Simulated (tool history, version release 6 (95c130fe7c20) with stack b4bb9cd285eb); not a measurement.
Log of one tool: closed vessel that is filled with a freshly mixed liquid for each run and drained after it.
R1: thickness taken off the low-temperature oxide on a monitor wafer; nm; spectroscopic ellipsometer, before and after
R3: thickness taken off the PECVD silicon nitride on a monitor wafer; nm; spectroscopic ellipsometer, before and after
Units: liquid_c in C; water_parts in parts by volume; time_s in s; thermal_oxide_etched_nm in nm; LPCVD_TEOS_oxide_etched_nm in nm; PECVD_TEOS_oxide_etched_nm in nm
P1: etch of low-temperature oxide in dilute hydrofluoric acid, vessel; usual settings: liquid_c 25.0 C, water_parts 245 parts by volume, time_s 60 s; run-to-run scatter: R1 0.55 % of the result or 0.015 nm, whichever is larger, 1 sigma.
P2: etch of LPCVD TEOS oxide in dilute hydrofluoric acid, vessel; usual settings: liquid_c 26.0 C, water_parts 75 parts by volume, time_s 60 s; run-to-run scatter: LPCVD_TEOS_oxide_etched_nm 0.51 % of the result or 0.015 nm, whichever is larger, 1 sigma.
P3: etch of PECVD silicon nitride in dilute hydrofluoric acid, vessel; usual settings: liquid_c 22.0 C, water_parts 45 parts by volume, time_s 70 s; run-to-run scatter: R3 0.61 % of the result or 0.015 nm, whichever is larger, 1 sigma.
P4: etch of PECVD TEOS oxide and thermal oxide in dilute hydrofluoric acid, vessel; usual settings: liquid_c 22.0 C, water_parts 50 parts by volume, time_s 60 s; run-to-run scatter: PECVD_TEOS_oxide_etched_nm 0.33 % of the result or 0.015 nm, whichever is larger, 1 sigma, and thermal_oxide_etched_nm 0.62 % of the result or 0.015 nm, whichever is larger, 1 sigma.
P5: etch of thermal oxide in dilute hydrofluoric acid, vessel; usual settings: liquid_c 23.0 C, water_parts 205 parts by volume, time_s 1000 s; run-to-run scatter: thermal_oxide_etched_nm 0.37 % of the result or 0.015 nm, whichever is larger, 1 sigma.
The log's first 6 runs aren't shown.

{"run": 7, "day": 1.921, "process": "P4", "liquid_c": 22.0, "water_parts": 50, "time_s": 30, "thermal_oxide_etched_nm": 2.7452, "PECVD_TEOS_oxide_etched_nm": 5.0504}
{"run": 8, "day": 2.279, "process": "P5", "liquid_c": 31.0, "water_parts": 205, "time_s": 1000, "thermal_oxide_etched_nm": 26.07}
{"run": 9, "day": 2.654, "process": "P2", "liquid_c": 26.0, "water_parts": 115, "time_s": 60, "LPCVD_TEOS_oxide_etched_nm": 28.179}
{"run": 10, "day": 2.846, "process": "P1", "liquid_c": 25.0, "water_parts": 75, "time_s": 60, "R1": 23.389}
{"run": 11, "day": 3.192, "process": "P3", "liquid_c": 22.0, "water_parts": 45, "time_s": 130, "R3": 8.2782}
{"run": 12, "day": 3.396, "process": "P4", "liquid_c": 22.0, "water_parts": 50, "time_s": 60, "thermal_oxide_etched_nm": 5.4839, "PECVD_TEOS_oxide_etched_nm": 10.058}
{"run": 13, "day": 3.671, "process": "P4", "liquid_c": 22.0, "water_parts": 90, "time_s": 60, "thermal_oxide_etched_nm": 2.9764, "PECVD_TEOS_oxide_etched_nm": 5.3187}
{"run": 14, "day": 3.862, "process": "P1", "liquid_c": 25.0, "water_parts": 245, "time_s": 60, "R1": 5.8519}
{"run": 15, "day": 4.192, "process": "P1", "liquid_c": 25.0, "water_parts": 245, "time_s": 110, "R1": 10.75}
{"run": 16, "day": 4.367, "process": "P3", "liquid_c": 17.0, "water_parts": 45, "time_s": 70, "R3": 3.1125}
{"run": 17, "day": 4.675, "process": "P2", "liquid_c": 26.0, "water_parts": 75, "time_s": 60, "LPCVD_TEOS_oxide_etched_nm": 46.097}
{"run": 18, "day": 5.025, "process": "P4", "liquid_c": 17.5, "water_parts": 50, "time_s": 60, "thermal_oxide_etched_nm": 4.5242, "PECVD_TEOS_oxide_etched_nm": 8.3528}
{"run": 19, "day": 5.296, "process": "P2", "liquid_c": 34.0, "water_parts": 75, "time_s": 60, "LPCVD_TEOS_oxide_etched_nm": 62.423}
{"run": 20, "day": 5.638, "process": "P5", "liquid_c": 23.0, "water_parts": 205, "time_s": 1000, "thermal_oxide_etched_nm": 19.676}
{"run": 21, "day": 6.004, "process": "P5", "liquid_c": 23.0, "water_parts": 205, "time_s": 1585, "thermal_oxide_etched_nm": 31.113}
{"run": 22, "day": 6.304, "process": "P1", "liquid_c": 25.0, "water_parts": 245, "time_s": 30, "R1": 2.9106}
{"run": 23, "day": 6.538, "process": "P1", "liquid_c": 25.0, "water_parts": 430, "time_s": 60, "R1": 2.8128}
{"run": 24, "day": 6.896, "process": "P1", "liquid_c": 33.0, "water_parts": 245, "time_s": 60, "R1": 7.6484}
{"run": 25, "day": 7.079, "process": "P1", "liquid_c": 25.0, "water_parts": 245, "time_s": 60, "R1": 5.8289}
{"run": 26, "day": 7.371, "process": "P1", "liquid_c": 25.0, "water_parts": 245, "time_s": 60, "R1": 5.8672}

Run 27 comes next. What will it give?
{"run": 27, "day": 7.65, "process": "P1", "liquid_c": 19.0, "water_parts": 105, "time_s": 60, "R1": "?"}

{"run 27": {"R1": 12.537}}

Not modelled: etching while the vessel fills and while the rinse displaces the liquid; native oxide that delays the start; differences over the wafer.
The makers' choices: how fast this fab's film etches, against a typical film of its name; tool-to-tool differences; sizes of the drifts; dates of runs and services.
